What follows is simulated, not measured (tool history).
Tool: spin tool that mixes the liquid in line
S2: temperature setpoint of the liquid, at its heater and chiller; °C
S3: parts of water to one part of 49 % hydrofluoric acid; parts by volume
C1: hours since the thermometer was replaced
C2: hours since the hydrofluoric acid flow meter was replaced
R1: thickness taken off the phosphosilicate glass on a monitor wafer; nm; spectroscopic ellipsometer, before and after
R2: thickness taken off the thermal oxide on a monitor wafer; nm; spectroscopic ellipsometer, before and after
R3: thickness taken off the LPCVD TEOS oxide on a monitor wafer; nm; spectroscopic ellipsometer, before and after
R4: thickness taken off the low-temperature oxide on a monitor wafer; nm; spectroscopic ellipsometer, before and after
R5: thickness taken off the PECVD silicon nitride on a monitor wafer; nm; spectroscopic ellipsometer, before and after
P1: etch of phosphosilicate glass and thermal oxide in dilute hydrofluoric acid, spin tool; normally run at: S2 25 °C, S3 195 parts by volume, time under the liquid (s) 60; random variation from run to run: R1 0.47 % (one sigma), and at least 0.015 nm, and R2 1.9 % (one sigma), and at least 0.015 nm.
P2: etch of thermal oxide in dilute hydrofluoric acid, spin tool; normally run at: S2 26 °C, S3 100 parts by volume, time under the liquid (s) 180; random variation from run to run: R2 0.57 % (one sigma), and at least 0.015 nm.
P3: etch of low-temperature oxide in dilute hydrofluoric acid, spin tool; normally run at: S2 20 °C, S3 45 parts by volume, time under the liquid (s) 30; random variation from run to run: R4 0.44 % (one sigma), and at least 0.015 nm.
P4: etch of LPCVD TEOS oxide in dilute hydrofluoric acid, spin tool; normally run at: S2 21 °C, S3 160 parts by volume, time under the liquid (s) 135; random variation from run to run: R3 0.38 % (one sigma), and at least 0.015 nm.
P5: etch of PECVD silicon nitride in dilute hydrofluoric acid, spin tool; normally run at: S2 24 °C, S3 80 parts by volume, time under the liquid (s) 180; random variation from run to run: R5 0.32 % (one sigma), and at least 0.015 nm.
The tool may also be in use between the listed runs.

{"run": 1, "hour": 14.6, "process that ran": "P1", "S2": 25, "S3": 195, "time under the liquid (s)": 60, "C1": 1181, "C2": 172.5, "R1": 25.084, "R2": 1.3513}
{"run": 2, "hour": 24.1, "process that ran": "P2", "S2": 26, "S3": 100, "time under the liquid (s)": 180, "C1": 1190.5, "C2": 182, "R2": 9.6199}
{"run": 3, "hour": 35.9, "process that ran": "P1", "S2": 25, "S3": 195, "time under the liquid (s)": 15, "C1": 1202.3, "C2": 193.8, "R1": 6.2611, "R2": 0.34136}
{"run": 4, "hour": 44.6, "process that ran": "P1", "S2": 25, "S3": 275, "time under the liquid (s)": 60, "C1": 1211, "C2": 202.5, "R1": 16.322, "R2": 0.85373}
{"run": 5, "hour": 57.5, "process that ran": "P4", "S2": 21, "S3": 260, "time under the liquid (s)": 135, "C1": 1223.9, "C2": 215.4, "R3": 6.5331}
{"run": 6, "hour": 67.3, "process that ran": "P3", "S2": 20, "S3": 45, "time under the liquid (s)": 30, "C1": 1233.7, "C2": 225.2, "R4": 7.3869}
{"run": 7, "hour": 74.8, "process that ran": "P5", "S2": 24, "S3": 50, "time under the liquid (s)": 180, "C1": 1241.2, "C2": 232.7, "R5": 14.859}
{"run": 8, "hour": 88.9, "process that ran": "P1", "S2": 17, "S3": 335, "time under the liquid (s)": 60, "C1": 1255.3, "C2": 246.8, "R1": 9.5702, "R2": 0.52615}
{"run": 9, "hour": 96.1, "process that ran": "P4", "S2": 21, "S3": 160, "time under the liquid (s)": 20, "C1": 1262.5, "C2": 254, "R3": 1.7578}
{"run": 10, "hour": 108.9, "process that ran": "P2", "S2": 31, "S3": 100, "time under the liquid (s)": 180, "C1": 1275.3, "C2": 266.8, "R2": 11.596}
{"run": 11, "hour": 118.2, "process that ran": "P3", "S2": 20, "S3": 45, "time under the liquid (s)": 45, "C1": 1284.6, "C2": 276.1, "R4": 10.991}
{"run": 12, "hour": 132.5, "process that ran": "P4", "S2": 21, "S3": 160, "time under the liquid (s)": 135, "C1": 1298.9, "C2": 290.4, "R3": 11.738}
{"run": 13, "hour": 145.3, "process that ran": "P5", "S2": 24, "S3": 80, "time under the liquid (s)": 180, "C1": 1311.7, "C2": 303.2, "R5": 9.3154}
{"run": 14, "hour": 160.5, "process that ran": "P1", "S2": 25, "S3": 30, "time under the liquid (s)": 60, "C1": 1326.9, "C2": 318.4, "R1": 199.56, "R2": 10.603}
{"run": 15, "hour": 173.4, "process that ran": "P1", "S2": 33, "S3": 40, "time under the liquid (s)": 60, "C1": 1339.8, "C2": 331.3, "R1": 204.31, "R2": 10.819}
{"run": 16, "hour": 184.2, "process that ran": "P3", "S2": 27, "S3": 45, "time under the liquid (s)": 30, "C1": 1350.6, "C2": 342.1, "R4": 9.8404}
{"run": 17, "hour": 195.2, "process that ran": "P1", "S2": 29.5, "S3": 195, "time under the liquid (s)": 60, "C1": 1361.6, "C2": 353.1, "R1": 29.19, "R2": 1.5514}
{"run": 18, "hour": 203.8, "process that ran": "P5", "S2": 30, "S3": 80, "time under the liquid (s)": 180, "C1": 1370.2, "C2": 361.7, "R5": 13.895}
{"run": 19, "hour": 216.3, "process that ran": "P1", "S2": 20.5, "S3": 195, "time under the liquid (s)": 60, "C1": 1382.7, "C2": 374.2, "R1": 21.182, "R2": 1.1756}
{"run": 20, "hour": 226.7, "process that ran": "P1", "S2": 25, "S3": 195, "time under the liquid (s)": 60, "C1": 1393.1, "C2": 384.6, "R1": 25.045, "R2": 1.3644}
{"run": 21, "hour": 240.7, "process that ran": "P2", "S2": 26, "S3": 100, "time under the liquid (s)": 180, "C1": 1407.1, "C2": 398.6, "R2": 9.637}
{"run": 22, "hour": 252.5, "process that ran": "P2", "S2": 26, "S3": 40, "time under the liquid (s)": 180, "C1": 1418.9, "C2": 410.4, "R2": 26.246}

Forecast run 23:
{"run": 23, "hour": 263.0, "process that ran": "P2", "S2": 26, "S3": 100, "time under the liquid (s)": 365, "C1": 1429.4, "C2": 420.9, "R2": "?"}

{"run 23": {"R2": 19.572}}

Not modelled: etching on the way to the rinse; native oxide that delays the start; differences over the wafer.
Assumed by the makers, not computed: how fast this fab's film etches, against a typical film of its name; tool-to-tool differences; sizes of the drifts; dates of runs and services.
